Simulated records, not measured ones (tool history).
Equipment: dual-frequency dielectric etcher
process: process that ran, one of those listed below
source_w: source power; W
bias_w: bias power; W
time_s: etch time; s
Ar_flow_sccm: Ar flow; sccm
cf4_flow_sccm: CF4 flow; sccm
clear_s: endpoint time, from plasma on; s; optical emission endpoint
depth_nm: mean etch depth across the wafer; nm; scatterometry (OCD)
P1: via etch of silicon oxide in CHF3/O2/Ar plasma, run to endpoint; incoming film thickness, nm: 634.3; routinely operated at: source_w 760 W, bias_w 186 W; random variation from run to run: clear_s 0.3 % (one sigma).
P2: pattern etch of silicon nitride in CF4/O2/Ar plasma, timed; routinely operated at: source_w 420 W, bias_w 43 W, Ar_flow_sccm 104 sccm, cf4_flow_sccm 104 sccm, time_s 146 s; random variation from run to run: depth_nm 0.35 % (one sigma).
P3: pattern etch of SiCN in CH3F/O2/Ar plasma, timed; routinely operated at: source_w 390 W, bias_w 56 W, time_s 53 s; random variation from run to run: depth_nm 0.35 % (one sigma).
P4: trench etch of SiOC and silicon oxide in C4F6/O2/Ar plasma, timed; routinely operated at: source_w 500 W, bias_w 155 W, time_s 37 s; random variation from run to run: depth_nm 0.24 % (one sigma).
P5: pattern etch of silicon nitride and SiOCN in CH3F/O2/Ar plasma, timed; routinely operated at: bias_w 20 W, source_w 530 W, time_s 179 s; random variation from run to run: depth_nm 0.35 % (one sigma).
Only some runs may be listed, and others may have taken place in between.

| run | hour | process | source_w | bias_w | time_s | Ar_flow_sccm | cf4_flow_sccm | hours since the last wet clean | hours since the last source power generator calibration | hours since the last bias power generator calibration | clear_s | depth_nm |
|---|---|---|---|---|---|---|---|---|---|---|---|---|
| 1 | 7.5 | P1 | 760 | 186 |  |  |  | 192.8 | 690.1 | 2932.3 | 280.8 |  |
| 2 | 11.1 | P1 | 760 | 186 |  |  |  | 196.4 | 693.7 | 2935.9 | 280.53 |  |
| 3 | 16.7 | P1 | 920 | 186 |  |  |  | 202 | 699.3 | 2941.5 | 261.08 |  |
| 4 | 20.5 | P5 | 440 | 20 | 179 |  |  | 205.8 | 703.1 | 2945.3 |  | 24.21 |
| 5 | 25.6 | P2 | 420 | 43 | 146 | 104 | 104 | 210.9 | 708.2 | 2950.4 |  | 216.8 |
| 6 | 31.1 | P2 | 420 | 43 | 104 | 104 | 104 | 216.4 | 713.7 | 2955.9 |  | 154.29 |
| 7 | 36.8 | P4 | 360 | 155 | 37 |  |  | 222.1 | 719.4 | 2961.6 |  | 68.354 |
| 8 | 44.4 | P5 | 530 | 20 | 179 |  |  | 229.7 | 727 | 2969.2 |  | 26.027 |
| 9 | 48.3 | P1 | 760 | 149 |  |  |  | 233.6 | 730.9 | 2973.1 | 301.95 |  |
| 10 | 53.3 | P1 | 760 | 186 |  |  |  | 238.6 | 735.9 | 2978.1 | 282.03 |  |
| 11 | 58.9 | P1 | 760 | 186 |  |  |  | 244.2 | 741.5 | 2983.7 | 281.12 |  |
| 12 | 65.4 | P1 | 570 | 186 |  |  |  | 250.7 | 748 | 2990.2 | 313.45 |  |
| 13 | 70.6 | P4 | 500 | 155 | 37 |  |  | 255.9 | 753.2 | 2995.4 |  | 77.563 |
| 14 | 77.4 | P3 | 390 | 44 | 53 |  |  | 262.7 | 760 | 3002.2 |  | 16.744 |
| 15 | 81.7 | P2 | 420 | 43 | 146 | 80 | 104 | 267 | 764.3 | 3006.5 |  | 223.49 |
| 16 | 85.1 | P5 | 530 | 20 | 179 |  |  | 270.4 | 767.7 | 3009.9 |  | 26.075 |
| 17 | 89.4 | P5 | 530 | 12 | 179 |  |  | 274.7 | 772 | 3014.2 |  | 21.167 |
| 18 | 94.3 | P2 | 420 | 43 | 146 | 104 | 135 | 279.6 | 776.9 | 3019.1 |  | 221.47 |
| 19 | 99.4 | P2 | 250 | 43 | 146 | 104 | 104 | 284.7 | 782 | 3024.2 |  | 138.5 |
| 20 | 104.1 | P2 | 420 | 43 | 146 | 104 | 104 | 289.4 | 786.7 | 3028.9 |  | 215.15 |
| 21 | 109 | P3 | 220 | 56 | 53 |  |  | 294.3 | 791.6 | 3033.8 |  | 14.664 |
| 22 | 116.3 | P5 | 530 | 20 | 98.5 |  |  | 301.6 | 798.9 | 3041.1 |  | 14.293 |
| 23 | 121.9 | P1 | 760 | 186 |  |  |  | 307.2 | 804.5 | 3046.7 | 281.81 |  |
| 24 | 125.8 | P4 | 500 | 155 | 55 |  |  | 311.1 | 808.4 | 3050.6 |  | 115.7 |
| 25 | 131.9 | P3 | 390 | 56 | 53 |  |  | 317.2 | 814.5 | 3056.7 |  | 18.212 |
| 26 | 138.3 | P1 | 970 | 225 |  |  |  | 323.6 | 820.9 | 3063.1 | 239.74 |  |
| 27 | 143.6 | P1 | 760 | 242 |  |  |  | 328.9 | 826.2 | 3068.4 | 257.03 |  |
| 28 | 148.8 | P3 | 390 | 56 | 75 |  |  | 334.1 | 831.4 | 3073.6 |  | 25.95 |
| 29 | 152.4 | P2 | 420 | 25 | 146 | 104 | 104 | 337.7 | 835 | 3077.2 |  | 180.04 |
| 30 | 157.6 | P4 | 500 | 117 | 37 |  |  | 342.9 | 840.2 | 3082.4 |  | 71.621 |
| 31 | 161.3 | P1 | 760 | 186 |  |  |  | 346.6 | 843.9 | 3086.1 | 280.38 |  |
| 32 | 166.8 | P1 | 760 | 186 |  |  |  | 352.1 | 849.4 | 3091.6 | 283.06 |  |
| 33 | 171.9 | P1 | 760 | 186 |  |  |  | 357.2 | 854.5 | 3096.7 | 283.52 |  |
| 34 | 177.9 | P1 | 760 | 186 |  |  |  | 363.2 | 860.5 | 3102.7 | 284.64 |  |
| 35 | 184.9 | P1 | 760 | 186 |  |  |  | 370.2 | 867.5 | 3109.7 | 284.99 |  |
|  | 185.6 | wet clean of the chamber |
| 36 | 192.7 | P1 | 760 | 186 |  |  |  | 7.2 | 875.3 | 3117.5 | 285.38 |  |
| 37 | 199.3 | P1 | 760 | 186 |  |  |  | 13.8 | 881.9 | 3124.1 | 285.43 |  |
| 38 | 203.3 | P1 | 760 | 186 |  |  |  | 17.8 | 885.9 | 3128.1 | 285.51 |  |
| 39 | 206.9 | P1 | 760 | 186 |  |  |  | 21.4 | 889.5 | 3131.7 | 283.79 |  |
| 40 | 214.5 | P1 | 760 | 186 |  |  |  | 29 | 897.1 | 3139.3 | 285.12 |  |
| 41 | 218.5 | P1 | 760 | 186 |  |  |  | 33 | 901.1 | 3143.3 | 285.46 |  |

Compared with where it was, what P1 gives has crept away. Each cause listed below fits the log as well as the rest, at the size given for it:
A: bias power that arrives under what is set, % = 4.43
B: source power that arrives under what is set, % = 3.84
The onset of the drift is placed at about hour 161.3.
Every other cause this tool's parts could produce, and why it does not fit the log:
chamber walls in a state that lowers the etch rate, %: serviced at hour 185.6, which brought nothing back

Which of the check runs below tells the causes apart, meaning the causes would give it clearly different results? Each run uses 2 wafers whose results are averaged, and each result is shown as a question mark.
| check 1 | 222.5 | P3 | 230 | 56 | 66.5 |  |  |  |  |  |  | ? |
| check 2 | 222.5 | P5 | 530 | 16 | 120 |  |  |  |  |  |  | ? |
| check 3 | 222.5 | P4 | 420 | 155 | 52 |  |  |  |  |  |  | ? |
| check 4 | 222.5 | P2 | 420 | 27 | 146 | 104 | 104 |  |  |  |  | ? |

If the cause were each of the candidates in turn, the checks would give the following:
| check | result | if A | if B |
|---|---|---|---|
| check 1 | depth_nm | 18.407 | 18.425 |
| check 2 | depth_nm | 15.605 | 15.666 |
| check 3 | depth_nm | 100.72 | 100.56 |
| check 4 | depth_nm | 181.45 | 177.85 |
Per-check spread between the two closest causes, in the result where they differ most: check 1 0.1 %; check 2 0.39 %; check 3 0.16 %; check 4 2 %
Check 4 is the one run that separates the causes; every other check would come out nearly the same whichever cause is at work.

Running check 4 produced the following: depth_nm 177.05 nm. Which one of the listed causes fits?

B is the cause: source power that arrives under what is set, %.

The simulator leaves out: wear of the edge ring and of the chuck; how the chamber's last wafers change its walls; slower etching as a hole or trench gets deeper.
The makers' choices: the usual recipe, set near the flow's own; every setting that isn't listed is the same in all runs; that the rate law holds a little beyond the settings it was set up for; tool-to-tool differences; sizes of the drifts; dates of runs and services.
